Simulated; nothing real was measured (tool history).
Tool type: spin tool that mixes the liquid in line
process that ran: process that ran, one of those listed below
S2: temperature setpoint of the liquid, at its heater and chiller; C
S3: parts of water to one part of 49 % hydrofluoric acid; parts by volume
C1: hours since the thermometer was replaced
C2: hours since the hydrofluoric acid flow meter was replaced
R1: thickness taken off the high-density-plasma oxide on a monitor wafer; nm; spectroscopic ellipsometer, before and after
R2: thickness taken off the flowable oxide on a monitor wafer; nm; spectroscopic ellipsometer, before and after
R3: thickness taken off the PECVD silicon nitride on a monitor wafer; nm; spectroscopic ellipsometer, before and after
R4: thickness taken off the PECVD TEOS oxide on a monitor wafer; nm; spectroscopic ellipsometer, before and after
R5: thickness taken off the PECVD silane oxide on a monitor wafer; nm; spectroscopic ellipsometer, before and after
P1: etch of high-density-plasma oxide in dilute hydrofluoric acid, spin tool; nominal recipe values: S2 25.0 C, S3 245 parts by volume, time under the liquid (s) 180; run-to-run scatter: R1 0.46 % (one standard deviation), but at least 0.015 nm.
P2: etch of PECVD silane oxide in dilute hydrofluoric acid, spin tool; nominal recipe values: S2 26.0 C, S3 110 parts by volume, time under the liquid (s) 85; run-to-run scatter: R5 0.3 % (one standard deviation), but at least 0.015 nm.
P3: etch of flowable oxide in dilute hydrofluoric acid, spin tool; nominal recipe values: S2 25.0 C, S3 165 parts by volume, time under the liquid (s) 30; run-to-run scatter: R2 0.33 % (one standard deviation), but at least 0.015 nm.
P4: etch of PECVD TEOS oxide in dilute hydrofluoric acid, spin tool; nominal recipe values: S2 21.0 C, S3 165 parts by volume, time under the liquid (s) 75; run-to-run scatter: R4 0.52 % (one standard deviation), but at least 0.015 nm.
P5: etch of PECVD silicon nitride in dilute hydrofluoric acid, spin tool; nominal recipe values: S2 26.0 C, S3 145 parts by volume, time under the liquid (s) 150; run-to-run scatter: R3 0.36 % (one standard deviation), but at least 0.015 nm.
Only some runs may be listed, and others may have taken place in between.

{"run": 1, "hour": 12.7, "process that ran": "P1", "S2": 25.0, "S3": 245, "time under the liquid (s)": 180, "C1": 880.1, "C2": 856.7, "R1": 6.3736}
{"run": 2, "hour": 23.4, "process that ran": "P3", "S2": 25.0, "S3": 165, "time under the liquid (s)": 30, "C1": 890.8, "C2": 867.4, "R2": 6.7383}
{"run": 3, "hour": 31.5, "process that ran": "P3", "S2": 25.0, "S3": 165, "time under the liquid (s)": 30, "C1": 898.9, "C2": 875.5, "R2": 6.7006}
{"run": 4, "hour": 49.5, "process that ran": "P1", "S2": 32.5, "S3": 245, "time under the liquid (s)": 180, "C1": 916.9, "C2": 893.5, "R1": 8.1994}
{"run": 5, "hour": 63.4, "process that ran": "P1", "S2": 32.5, "S3": 90, "time under the liquid (s)": 180, "C1": 930.8, "C2": 907.4, "R1": 27.488}
{"run": 6, "hour": 74.3, "process that ran": "P1", "S2": 30.5, "S3": 245, "time under the liquid (s)": 20, "C1": 941.7, "C2": 918.3, "R1": 0.85263}
{"run": 7, "hour": 87.5, "process that ran": "P5", "S2": 26.0, "S3": 145, "time under the liquid (s)": 150, "C1": 954.9, "C2": 931.5, "R3": 6.7542}
{"run": 8, "hour": 99.5, "process that ran": "P1", "S2": 25.0, "S3": 245, "time under the liquid (s)": 180, "C1": 966.9, "C2": 943.5, "R1": 6.2783}
{"run": 9, "hour": 110.3, "process that ran": "P5", "S2": 20.0, "S3": 145, "time under the liquid (s)": 150, "C1": 977.7, "C2": 954.3, "R3": 4.5597}
{"run": 10, "hour": 124.9, "process that ran": "P3", "S2": 25.0, "S3": 290, "time under the liquid (s)": 30, "C1": 992.3, "C2": 968.9, "R2": 3.3493}
{"run": 11, "hour": 141.6, "process that ran": "P3", "S2": 25.0, "S3": 165, "time under the liquid (s)": 15, "C1": 1009.0, "C2": 985.6, "R2": 3.3757}
{"run": 12, "hour": 159.5, "process that ran": "P4", "S2": 21.0, "S3": 165, "time under the liquid (s)": 75, "C1": 1026.9, "C2": 1003.5, "R4": 7.287}
{"run": 13, "hour": 173.1, "process that ran": "P1", "S2": 25.0, "S3": 115, "time under the liquid (s)": 180, "C1": 1040.5, "C2": 1017.1, "R1": 15.666}
{"run": 14, "hour": 189.4, "process that ran": "P5", "S2": 26.0, "S3": 255, "time under the liquid (s)": 150, "C1": 1056.8, "C2": 1033.4, "R3": 3.8069}
{"run": 15, "hour": 204.8, "process that ran": "P1", "S2": 25.0, "S3": 245, "time under the liquid (s)": 180, "C1": 1072.2, "C2": 1048.8, "R1": 6.3364}
{"run": 16, "hour": 219.7, "process that ran": "P1", "S2": 25.0, "S3": 245, "time under the liquid (s)": 180, "C1": 1087.1, "C2": 1063.7, "R1": 6.3246}
{"hour": 228.0, "done": "hydrofluoric acid flow meter replaced"}
{"run": 17, "hour": 236.6, "process that ran": "P4", "S2": 21.0, "S3": 165, "time under the liquid (s)": 125, "C1": 1104.0, "C2": 8.6, "R4": 12.225}
{"run": 18, "hour": 252.0, "process that ran": "P4", "S2": 21.0, "S3": 280, "time under the liquid (s)": 75, "C1": 1119.4, "C2": 24.0, "R4": 3.839}
{"run": 19, "hour": 260.2, "process that ran": "P2", "S2": 26.0, "S3": 110, "time under the liquid (s)": 85, "C1": 1127.6, "C2": 32.2, "R5": 26.449}
{"run": 20, "hour": 273.7, "process that ran": "P1", "S2": 25.0, "S3": 245, "time under the liquid (s)": 180, "C1": 1141.1, "C2": 45.7, "R1": 6.4213}
{"run": 21, "hour": 286.9, "process that ran": "P2", "S2": 19.0, "S3": 110, "time under the liquid (s)": 85, "C1": 1154.3, "C2": 58.9, "R5": 20.024}
{"run": 22, "hour": 298.9, "process that ran": "P1", "S2": 25.0, "S3": 245, "time under the liquid (s)": 55, "C1": 1166.3, "C2": 70.9, "R1": 1.9133}
{"run": 23, "hour": 314.1, "process that ran": "P4", "S2": 17.0, "S3": 165, "time under the liquid (s)": 75, "C1": 1181.5, "C2": 86.1, "R4": 6.1717}
{"run": 24, "hour": 327.2, "process that ran": "P1", "S2": 19.0, "S3": 245, "time under the liquid (s)": 180, "C1": 1194.6, "C2": 99.2, "R1": 5.1233}
{"run": 25, "hour": 344.1, "process that ran": "P1", "S2": 25.0, "S3": 435, "time under the liquid (s)": 180, "C1": 1211.5, "C2": 116.1, "R1": 2.9953}
{"run": 26, "hour": 354.3, "process that ran": "P2", "S2": 26.0, "S3": 170, "time under the liquid (s)": 85, "C1": 1221.7, "C2": 126.3, "R5": 15.995}
{"run": 27, "hour": 362.8, "process that ran": "P1", "S2": 29.5, "S3": 105, "time under the liquid (s)": 180, "C1": 1230.2, "C2": 134.8, "R1": 20.73}
{"run": 28, "hour": 380.3, "process that ran": "P2", "S2": 26.0, "S3": 110, "time under the liquid (s)": 155, "C1": 1247.7, "C2": 152.3, "R5": 48.52}
{"run": 29, "hour": 395.1, "process that ran": "P3", "S2": 30.0, "S3": 165, "time under the liquid (s)": 30, "C1": 1262.5, "C2": 167.1, "R2": 8.1138}
{"run": 30, "hour": 408.3, "process that ran": "P1", "S2": 25.0, "S3": 245, "time under the liquid (s)": 275, "C1": 1275.7, "C2": 180.3, "R1": 9.7048}
{"run": 31, "hour": 416.6, "process that ran": "P4", "S2": 21.0, "S3": 165, "time under the liquid (s)": 75, "C1": 1284.0, "C2": 188.6, "R4": 7.2501}
{"run": 32, "hour": 426.6, "process that ran": "P5", "S2": 26.0, "S3": 145, "time under the liquid (s)": 45, "C1": 1294.0, "C2": 198.6, "R3": 2.0403}
{"run": 33, "hour": 435.6, "process that ran": "P1", "S2": 25.0, "S3": 245, "time under the liquid (s)": 180, "C1": 1303.0, "C2": 207.6, "R1": 6.3261}
{"run": 34, "hour": 453.6, "process that ran": "P1", "S2": 25.0, "S3": 245, "time under the liquid (s)": 180, "C1": 1321.0, "C2": 225.6, "R1": 6.5573}
{"run": 35, "hour": 466.7, "process that ran": "P1", "S2": 25.0, "S3": 245, "time under the liquid (s)": 180, "C1": 1334.1, "C2": 238.7, "R1": 6.6629}
{"run": 36, "hour": 478.2, "process that ran": "P1", "S2": 25.0, "S3": 245, "time under the liquid (s)": 180, "C1": 1345.6, "C2": 250.2, "R1": 6.6955}
{"run": 37, "hour": 495.1, "process that ran": "P1", "S2": 25.0, "S3": 245, "time under the liquid (s)": 180, "C1": 1362.5, "C2": 267.1, "R1": 6.715}
{"run": 38, "hour": 510.6, "process that ran": "P1", "S2": 25.0, "S3": 245, "time under the liquid (s)": 180, "C1": 1378.0, "C2": 282.6, "R1": 6.7368}
{"run": 39, "hour": 522.3, "process that ran": "P1", "S2": 25.0, "S3": 245, "time under the liquid (s)": 180, "C1": 1389.7, "C2": 294.3, "R1": 6.765}
{"run": 40, "hour": 535.7, "process that ran": "P1", "S2": 25.0, "S3": 245, "time under the liquid (s)": 180, "C1": 1403.1, "C2": 307.7, "R1": 6.7568}

P1 no longer gives what it gave before; its output has crept away from where it was. The following 2 causes, each at its listed size, fit the log equally well:
A: liquid hotter than its thermometer reads (K) = 1.81
B: hydrofluoric acid flow above the setpoint (%) = 5.18
The drift started at roughly hour 435.6.

4 check runs are offered, one wafer each, their results left as question marks. Which one tells the causes apart?
{"run": "check 1", "hour": 549.1, "process that ran": "P3", "S2": 28.5, "S3": 280, "time under the liquid (s)": 30, "R2": "?"}
{"run": "check 2", "hour": 549.1, "process that ran": "P2", "S2": 26.0, "S3": 165, "time under the liquid (s)": 150, "R5": "?"}
{"run": "check 3", "hour": 549.1, "process that ran": "P5", "S2": 22.0, "S3": 145, "time under the liquid (s)": 150, "R3": "?"}
{"run": "check 4", "hour": 549.1, "process that ran": "P4", "S2": 17.0, "S3": 245, "time under the liquid (s)": 75, "R4": "?"}

What every check run would give for each of its results, assuming each possible cause in turn:
check=check_1 result=R2 if_A=4.1904 if_B=4.2161
check=check_2 result=R5 if_A=31.207 if_B=31.011
check=check_3 result=R3 if_A=5.8175 if_B=5.4320
check=check_4 result=R4 if_A=4.1821 if_B=4.1462
Distance between the nearest two causes, measured in the result of the check that separates them most: check 1 0.61 %; check 2 0.63 %; check 3 6.86 %; check 4 0.86 %
Only in check 3 would the causes give clearly different results; in the remaining checks their results would be nearly the same.

Check 3 was then run and gave: R3 5.4266 nm. Which cause is it?

B is the cause: hydrofluoric acid flow above the setpoint (%).
